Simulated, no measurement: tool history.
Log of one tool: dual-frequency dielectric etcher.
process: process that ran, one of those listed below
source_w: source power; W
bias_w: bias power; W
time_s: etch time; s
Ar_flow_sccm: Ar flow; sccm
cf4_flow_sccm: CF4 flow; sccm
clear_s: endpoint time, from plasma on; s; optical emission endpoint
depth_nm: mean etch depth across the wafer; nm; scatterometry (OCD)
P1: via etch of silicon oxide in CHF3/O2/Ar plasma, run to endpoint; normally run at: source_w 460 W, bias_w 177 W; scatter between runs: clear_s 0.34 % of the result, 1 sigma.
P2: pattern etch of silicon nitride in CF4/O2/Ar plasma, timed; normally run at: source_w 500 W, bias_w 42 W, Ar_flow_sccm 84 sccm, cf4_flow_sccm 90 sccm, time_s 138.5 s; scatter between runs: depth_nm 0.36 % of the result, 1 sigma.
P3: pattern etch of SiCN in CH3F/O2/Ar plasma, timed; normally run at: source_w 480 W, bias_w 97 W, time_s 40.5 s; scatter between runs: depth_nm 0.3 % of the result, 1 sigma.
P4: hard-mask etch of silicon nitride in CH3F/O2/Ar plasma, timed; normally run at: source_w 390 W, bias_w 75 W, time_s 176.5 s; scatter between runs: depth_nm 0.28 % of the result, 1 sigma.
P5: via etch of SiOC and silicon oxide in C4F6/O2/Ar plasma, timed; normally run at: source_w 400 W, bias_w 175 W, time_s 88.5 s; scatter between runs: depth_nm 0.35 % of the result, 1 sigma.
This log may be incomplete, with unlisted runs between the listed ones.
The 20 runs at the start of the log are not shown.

run,day,process,source_w,bias_w,time_s,Ar_flow_sccm,cf4_flow_sccm,clear_s,depth_nm
21,12.417,P1,460,248,,,,218.82,
22,12.846,P4,390,75,244.5,,,,177.020
23,13.492,P2,500,42,138.5,84,112,,249.720
24,13.933,P4,390,97,176.5,,,,138.770
25,14.500,P1,460,177,,,,244.69,
26,14.908,P1,640,177,,,,217.02,
27,15.579,P3,480,62,40.5,,,,15.625
28,16.133,P3,480,97,40.5,,,,18.248
29,16.546,P2,360,42,138.5,84,90,,183.530
30,17.254,P5,400,175,58.5,,,,66.923
31,17.800,P2,500,30,138.5,84,90,,217.380
32,18.188,P1,460,145,,,,265.08,
33,18.629,P1,460,177,,,,246.34,
34,19.025,P1,460,177,,,,247.24,
35,19.750,P1,460,177,,,,248.10,
36,20.462,P1,460,177,,,,248.33,
37,20.808,P1,460,177,,,,249.24,
38,21.525,P1,460,177,,,,249.23,
39,22.150,P1,460,177,,,,250.49,
40,22.517,P1,460,177,,,,251.89,
# day 22.604: wet clean of the chamber
41,23.192,P1,460,177,,,,251.07,
42,23.808,P1,460,177,,,,250.61,

Expected results for the next run?
43,24.492,P1,460,177,,,,?,

For run 43 the tool returned clear_s 250.92 s.

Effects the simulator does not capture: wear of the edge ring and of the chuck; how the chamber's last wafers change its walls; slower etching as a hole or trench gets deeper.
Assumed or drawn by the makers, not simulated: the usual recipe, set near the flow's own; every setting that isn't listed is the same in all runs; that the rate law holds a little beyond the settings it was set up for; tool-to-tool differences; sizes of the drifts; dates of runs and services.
